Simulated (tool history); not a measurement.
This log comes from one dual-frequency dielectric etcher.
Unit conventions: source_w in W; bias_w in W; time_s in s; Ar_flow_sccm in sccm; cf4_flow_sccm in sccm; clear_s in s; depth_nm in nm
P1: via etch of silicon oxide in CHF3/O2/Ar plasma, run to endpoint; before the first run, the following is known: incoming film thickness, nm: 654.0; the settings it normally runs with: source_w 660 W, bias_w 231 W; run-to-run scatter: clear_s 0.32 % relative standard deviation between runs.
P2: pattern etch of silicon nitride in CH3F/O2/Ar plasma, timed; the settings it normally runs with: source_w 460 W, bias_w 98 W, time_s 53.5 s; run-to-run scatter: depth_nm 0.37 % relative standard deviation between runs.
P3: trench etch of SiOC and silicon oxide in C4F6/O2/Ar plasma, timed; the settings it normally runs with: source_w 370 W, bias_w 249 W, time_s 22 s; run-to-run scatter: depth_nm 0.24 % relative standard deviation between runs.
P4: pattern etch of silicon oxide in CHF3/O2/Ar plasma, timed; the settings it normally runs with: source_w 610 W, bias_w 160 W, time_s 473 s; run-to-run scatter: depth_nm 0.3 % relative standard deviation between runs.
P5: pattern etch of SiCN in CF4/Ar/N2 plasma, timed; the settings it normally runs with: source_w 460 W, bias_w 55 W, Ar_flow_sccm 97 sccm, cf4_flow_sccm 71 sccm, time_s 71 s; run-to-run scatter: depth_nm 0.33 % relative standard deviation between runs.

| run | hour | process | source_w | bias_w | time_s | Ar_flow_sccm | cf4_flow_sccm | hours since the last wet clean | hours since the last source power generator calibration | hours since the last bias power generator calibration | clear_s | depth_nm |
|---|---|---|---|---|---|---|---|---|---|---|---|---|
| 1 | 6.2 | P1 | 660 | 231 |  |  |  | 129.1 | 1172.8 | 1308.6 | 304.52 |  |
| 2 | 14.6 | P1 | 790 | 231 |  |  |  | 137.5 | 1181.2 | 1317 | 284.08 |  |
| 3 | 24.3 | P4 | 610 | 160 | 473 |  |  | 147.2 | 1190.9 | 1326.7 |  | 889.47 |
| 4 | 30.5 | P5 | 460 | 55 | 71 | 97 | 95 | 153.4 | 1197.1 | 1332.9 |  | 62.068 |
| 5 | 38.8 | P1 | 660 | 231 |  |  |  | 161.7 | 1205.4 | 1341.2 | 302.64 |  |
| 6 | 49.3 | P3 | 370 | 249 | 22 |  |  | 172.2 | 1215.9 | 1351.7 |  | 46.12 |
| 7 | 54.7 | P3 | 280 | 249 | 22 |  |  | 177.6 | 1221.3 | 1357.1 |  | 41.316 |
| 8 | 62.4 | P1 | 660 | 231 |  |  |  | 185.3 | 1229 | 1364.8 | 303.42 |  |
| 9 | 69.5 | P1 | 440 | 313 |  |  |  | 192.4 | 1236.1 | 1371.9 | 315.78 |  |
| 10 | 80.1 | P5 | 460 | 55 | 42.5 | 97 | 71 | 203 | 1246.7 | 1382.5 |  | 35.667 |
| 11 | 87.4 | P4 | 610 | 199 | 473 |  |  | 210.3 | 1254 | 1389.8 |  | 960.32 |
| 12 | 93.1 | P1 | 660 | 231 |  |  |  | 216 | 1259.7 | 1395.5 | 302.07 |  |
| 13 | 103.7 | P3 | 370 | 249 | 22 |  |  | 226.6 | 1270.3 | 1406.1 |  | 46.205 |
| 14 | 110.8 | P1 | 660 | 231 |  |  |  | 233.7 | 1277.4 | 1413.2 | 302.86 |  |
| 15 | 118.2 | P2 | 460 | 98 | 67.5 |  |  | 241.1 | 1284.8 | 1420.6 |  | 54.681 |
| 16 | 127.7 | P1 | 660 | 309 |  |  |  | 250.6 | 1294.3 | 1430.1 | 272.48 |  |
| 17 | 139.6 | P3 | 370 | 249 | 14 |  |  | 262.5 | 1306.2 | 1442 |  | 29.269 |
| 18 | 150.9 | P4 | 810 | 160 | 473 |  |  | 273.8 | 1317.5 | 1453.3 |  | 997.29 |
| 19 | 156.3 | P5 | 640 | 55 | 71 | 97 | 71 | 279.2 | 1322.9 | 1458.7 |  | 79.741 |
| 20 | 166.2 | P5 | 460 | 43 | 71 | 97 | 71 | 289.1 | 1332.8 | 1468.6 |  | 55.419 |
| 21 | 177.3 | P5 | 460 | 55 | 71 | 60 | 71 | 300.2 | 1343.9 | 1479.7 |  | 64.159 |
| 22 | 184.2 | P3 | 370 | 149 | 22 |  |  | 307.1 | 1350.8 | 1486.6 |  | 39.102 |
| 23 | 190.7 | P4 | 610 | 160 | 473 |  |  | 313.6 | 1357.3 | 1493.1 |  | 887.24 |
| 24 | 202.4 | P5 | 460 | 55 | 71 | 97 | 71 | 325.3 | 1369 | 1504.8 |  | 59.799 |
| 25 | 214.3 | P1 | 520 | 231 |  |  |  | 337.2 | 1380.9 | 1516.7 | 332.16 |  |
| 26 | 220.1 | P2 | 460 | 98 | 53.5 |  |  | 343 | 1386.7 | 1522.5 |  | 43.15 |
| 27 | 231.2 | P1 | 660 | 231 |  |  |  | 354.1 | 1397.8 | 1533.6 | 303.95 |  |
|  | 231.3 | source power generator calibrated |
| 28 | 239.7 | P4 | 610 | 160 | 260 |  |  | 362.6 | 8.5 | 1542.1 |  | 488.15 |
|  | 246.1 | wet clean of the chamber |
| 29 | 251.7 | P5 | 460 | 55 | 71 | 97 | 71 | 5.7 | 20.5 | 1554.1 |  | 59.417 |
| 30 | 258.5 | P1 | 660 | 136 |  |  |  | 12.5 | 27.3 | 1560.9 | 361.16 |  |
| 31 | 267.9 | P2 | 460 | 133 | 53.5 |  |  | 21.9 | 36.7 | 1570.3 |  | 48.504 |
| 32 | 278.5 | P2 | 580 | 98 | 53.5 |  |  | 32.5 | 47.3 | 1580.9 |  | 47.009 |
| 33 | 286.4 | P1 | 660 | 231 |  |  |  | 40.4 | 55.2 | 1588.8 | 302.81 |  |
| 34 | 294.3 | P1 | 660 | 231 |  |  |  | 48.3 | 63.1 | 1596.7 | 305.75 |  |
| 35 | 305.1 | P1 | 660 | 231 |  |  |  | 59.1 | 73.9 | 1607.5 | 306.83 |  |
|  | 314.3 | wet clean of the chamber |
| 36 | 315.5 | P1 | 660 | 231 |  |  |  | 1.3 | 84.3 | 1617.9 | 307.03 |  |
| 37 | 322.4 | P1 | 660 | 231 |  |  |  | 8.2 | 91.2 | 1624.8 | 307.66 |  |
| 38 | 333.1 | P1 | 660 | 231 |  |  |  | 18.9 | 101.9 | 1635.5 | 308.63 |  |
| 39 | 340.1 | P1 | 660 | 231 |  |  |  | 25.9 | 108.9 | 1642.5 | 307.79 |  |

Compared with where it was, what P1 gives has crept away. Each cause listed below fits the log as well as the rest, at the size given for it:
A: bias power that arrives under what is set, % = 4.55
B: source power that arrives under what is set, % = 4.21
The drift started at roughly hour 286.4.
Every other cause this tool's parts could produce, and why it does not fit the log:
chamber walls in a state that lowers the etch rate, %: serviced at hour 314.3, after the drift had started, without restoring the earlier output

Listed below are the offered check runs, one wafer per run, with question marks in place of results. For which of them would the causes give clearly different outcomes?
| check 1 | 347.1 | P3 | 370 | 153 | 22 |  |  |  |  |  |  | ? |
| check 2 | 347.1 | P4 | 780 | 160 | 262 |  |  |  |  |  |  | ? |
| check 3 | 347.1 | P5 | 620 | 55 | 71 | 67 | 71 |  |  |  |  | ? |
| check 4 | 347.1 | P2 | 580 | 98 | 53.5 |  |  |  |  |  |  | ? |

Predicted outcomes, by check and by cause:
| check | result | if A | if B |
|---|---|---|---|
| check 1 | depth_nm | 38.836 | 38.733 |
| check 2 | depth_nm | 535.01 | 534.08 |
| check 3 | depth_nm | 81.209 | 79.226 |
| check 4 | depth_nm | 46.51 | 46.528 |
Smallest distance between any two causes, each pair judged by its most separating result, in per cent: check 1 0.26 %; check 2 0.18 %; check 3 2.47 %; check 4 0.04 %
Check 3 tells the causes apart: in the others they would give nearly the same result.

Running check 3 produced the following: depth_nm 79.332 nm. Which one of the listed causes fits?

It was cause B: source power that arrives under what is set, %.

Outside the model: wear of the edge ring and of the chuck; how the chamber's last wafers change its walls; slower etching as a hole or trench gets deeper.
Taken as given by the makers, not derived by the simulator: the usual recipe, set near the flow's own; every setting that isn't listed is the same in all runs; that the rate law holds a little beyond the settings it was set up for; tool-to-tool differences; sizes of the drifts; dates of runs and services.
